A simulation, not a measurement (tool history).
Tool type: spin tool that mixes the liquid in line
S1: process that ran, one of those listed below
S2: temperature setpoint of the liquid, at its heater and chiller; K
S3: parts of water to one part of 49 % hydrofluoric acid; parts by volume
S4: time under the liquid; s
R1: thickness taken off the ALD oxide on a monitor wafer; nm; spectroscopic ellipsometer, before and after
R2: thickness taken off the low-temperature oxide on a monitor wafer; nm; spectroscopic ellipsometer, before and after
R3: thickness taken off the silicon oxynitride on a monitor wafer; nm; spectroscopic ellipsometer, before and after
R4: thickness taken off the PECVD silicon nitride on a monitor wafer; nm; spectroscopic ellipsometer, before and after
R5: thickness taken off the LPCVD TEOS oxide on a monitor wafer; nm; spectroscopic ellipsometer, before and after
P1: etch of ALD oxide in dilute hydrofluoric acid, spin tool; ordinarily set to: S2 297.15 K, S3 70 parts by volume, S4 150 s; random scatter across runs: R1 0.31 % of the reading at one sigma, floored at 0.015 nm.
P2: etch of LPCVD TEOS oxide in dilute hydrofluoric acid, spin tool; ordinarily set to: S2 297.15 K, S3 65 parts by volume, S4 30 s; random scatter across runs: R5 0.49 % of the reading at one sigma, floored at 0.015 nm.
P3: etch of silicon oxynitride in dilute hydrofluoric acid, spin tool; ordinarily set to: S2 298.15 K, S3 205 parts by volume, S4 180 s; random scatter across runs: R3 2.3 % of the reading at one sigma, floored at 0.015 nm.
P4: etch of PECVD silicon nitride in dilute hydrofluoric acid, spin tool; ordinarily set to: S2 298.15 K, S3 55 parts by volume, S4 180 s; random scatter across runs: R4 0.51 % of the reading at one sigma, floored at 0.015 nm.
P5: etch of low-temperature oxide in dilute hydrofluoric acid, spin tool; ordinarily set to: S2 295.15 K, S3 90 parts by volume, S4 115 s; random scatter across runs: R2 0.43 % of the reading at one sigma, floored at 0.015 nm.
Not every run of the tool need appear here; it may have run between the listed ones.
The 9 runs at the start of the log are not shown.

run 10 hour=102.4 | S1=P3 S2=298.15 S3=205 S4=180 | R3=1.1793
run 11 hour=109.2 | S1=P2 S2=301.65 S3=65 S4=30 | R5=14.573
run 12 hour=120.3 | S1=P1 S2=297.15 S3=70 S4=20 | R1=5.9683
run 13 hour=131.3 | S1=P2 S2=297.15 S3=65 S4=30 | R5=12.228
run 14 hour=142.5 | S1=P1 S2=301.15 S3=70 S4=150 | R1=52.605
run 15 hour=154.6 | S1=P4 S2=298.15 S3=25 S4=180 | R4=26.705
run 16 hour=160.9 | S1=P1 S2=297.15 S3=70 S4=150 | R1=44.825
run 17 hour=173.2 | S1=P2 S2=297.15 S3=65 S4=30 | R5=12.257
run 18 hour=185.3 | S1=P3 S2=305.15 S3=205 S4=180 | R3=1.6307
run 19 hour=193.2 | S1=P3 S2=298.15 S3=205 S4=180 | R3=1.2126
run 20 hour=206.4 | S1=P1 S2=297.15 S3=125 S4=150 | R1=23.419
run 21 hour=215.7 | S1=P4 S2=298.15 S3=55 S4=180 | R4=12.516
run 22 hour=221.8 | S1=P5 S2=295.15 S3=90 S4=115 | R2=43.147
run 23 hour=230.8 | S1=P1 S2=297.15 S3=35 S4=150 | R1=93.282
run 24 hour=236.7 | S1=P4 S2=304.15 S3=55 S4=180 | R4=18.466
run 25 hour=243.6 | S1=P5 S2=295.15 S3=90 S4=115 | R2=42.944

What will run 26 give?
run 26 hour=251.7 | S1=P1 S2=302.15 S3=95 S4=150 | R1=?

R1: 38.764 nm
